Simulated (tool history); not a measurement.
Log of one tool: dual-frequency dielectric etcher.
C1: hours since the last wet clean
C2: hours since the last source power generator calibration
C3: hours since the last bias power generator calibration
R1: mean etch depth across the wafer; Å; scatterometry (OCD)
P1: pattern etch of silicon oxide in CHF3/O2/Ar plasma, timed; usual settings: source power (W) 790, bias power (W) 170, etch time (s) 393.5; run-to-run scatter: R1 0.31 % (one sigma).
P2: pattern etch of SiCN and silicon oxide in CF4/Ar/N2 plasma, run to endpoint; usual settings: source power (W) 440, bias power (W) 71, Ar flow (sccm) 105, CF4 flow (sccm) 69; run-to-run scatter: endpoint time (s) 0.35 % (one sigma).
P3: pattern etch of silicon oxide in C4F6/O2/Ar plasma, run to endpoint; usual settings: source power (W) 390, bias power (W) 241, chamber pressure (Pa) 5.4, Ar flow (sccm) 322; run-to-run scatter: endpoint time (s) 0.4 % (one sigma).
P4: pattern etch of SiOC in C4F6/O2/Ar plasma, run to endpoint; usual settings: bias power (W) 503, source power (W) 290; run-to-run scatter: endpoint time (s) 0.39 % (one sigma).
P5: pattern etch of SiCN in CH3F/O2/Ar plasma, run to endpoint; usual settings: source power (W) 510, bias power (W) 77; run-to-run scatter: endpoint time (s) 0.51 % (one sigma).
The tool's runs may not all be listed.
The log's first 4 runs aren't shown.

{"hour": 26.4, "done": "source power generator calibrated"}
{"run": 5, "hour": 28.1, "process that ran": "P5", "source power (W)": 330, "bias power (W)": 77, "C1": 101.1, "C2": 1.8, "C3": 2067.8, "endpoint time (s)": 27.79}
{"run": 6, "hour": 35.1, "process that ran": "P1", "source power (W)": 790, "bias power (W)": 224, "etch time (s)": 393.5, "C1": 108.1, "C2": 8.8, "C3": 2074.8, "R1": 9106.7}
{"run": 7, "hour": 42.6, "process that ran": "P1", "source power (W)": 790, "bias power (W)": 170, "etch time (s)": 393.5, "C1": 115.6, "C2": 16.3, "C3": 2082.3, "R1": 8249}
{"run": 8, "hour": 47.0, "process that ran": "P5", "source power (W)": 510, "bias power (W)": 77, "C1": 120, "C2": 20.7, "C3": 2086.7, "endpoint time (s)": 24.052}
{"run": 9, "hour": 52.5, "process that ran": "P1", "source power (W)": 790, "bias power (W)": 170, "etch time (s)": 530.5, "C1": 125.5, "C2": 26.2, "C3": 2092.2, "R1": 11132}
{"run": 10, "hour": 57.4, "process that ran": "P1", "source power (W)": 790, "bias power (W)": 170, "etch time (s)": 393.5, "C1": 130.4, "C2": 31.1, "C3": 2097.1, "R1": 8244.1}
{"run": 11, "hour": 63.5, "process that ran": "P2", "source power (W)": 440, "bias power (W)": 86, "Ar flow (sccm)": 105, "CF4 flow (sccm)": 69, "C1": 136.5, "C2": 37.2, "C3": 2103.2, "endpoint time (s)": 14.49}
{"run": 12, "hour": 68.0, "process that ran": "P1", "source power (W)": 790, "bias power (W)": 118, "etch time (s)": 393.5, "C1": 141, "C2": 41.7, "C3": 2107.7, "R1": 7354}
{"run": 13, "hour": 74.7, "process that ran": "P1", "source power (W)": 790, "bias power (W)": 202, "etch time (s)": 243, "C1": 147.7, "C2": 48.4, "C3": 2114.4, "R1": 5400.7}
{"run": 14, "hour": 80.1, "process that ran": "P2", "source power (W)": 620, "bias power (W)": 71, "Ar flow (sccm)": 105, "CF4 flow (sccm)": 69, "C1": 153.1, "C2": 53.8, "C3": 2119.8, "endpoint time (s)": 11.411}
{"run": 15, "hour": 84.7, "process that ran": "P2", "source power (W)": 440, "bias power (W)": 71, "Ar flow (sccm)": 136, "CF4 flow (sccm)": 69, "C1": 157.7, "C2": 58.4, "C3": 2124.4, "endpoint time (s)": 16.246}
{"run": 16, "hour": 92.4, "process that ran": "P1", "source power (W)": 470, "bias power (W)": 170, "etch time (s)": 393.5, "C1": 165.4, "C2": 66.1, "C3": 2132.1, "R1": 6722}
{"run": 17, "hour": 96.8, "process that ran": "P1", "source power (W)": 790, "bias power (W)": 170, "etch time (s)": 221.5, "C1": 169.8, "C2": 70.5, "C3": 2136.5, "R1": 4649.4}
{"run": 18, "hour": 100.4, "process that ran": "P3", "source power (W)": 390, "bias power (W)": 241, "chamber pressure (Pa)": 5.4, "Ar flow (sccm)": 322, "C1": 173.4, "C2": 74.1, "C3": 2140.1, "endpoint time (s)": 11.159}
{"run": 19, "hour": 105.2, "process that ran": "P1", "source power (W)": 790, "bias power (W)": 170, "etch time (s)": 393.5, "C1": 178.2, "C2": 78.9, "C3": 2144.9, "R1": 8238.9}
{"run": 20, "hour": 112.5, "process that ran": "P4", "source power (W)": 290, "bias power (W)": 302, "C1": 185.5, "C2": 86.2, "C3": 2152.2, "endpoint time (s)": 23.49}

Run 21 comes next. What will it give?
{"run": 21, "hour": 116.1, "process that ran": "P2", "source power (W)": 440, "bias power (W)": 71, "Ar flow (sccm)": 105, "CF4 flow (sccm)": 93, "C1": 189.1, "C2": 89.8, "C3": 2155.8, "endpoint time (s)": "?"}

Run 21 gave endpoint time (s) 14.862.
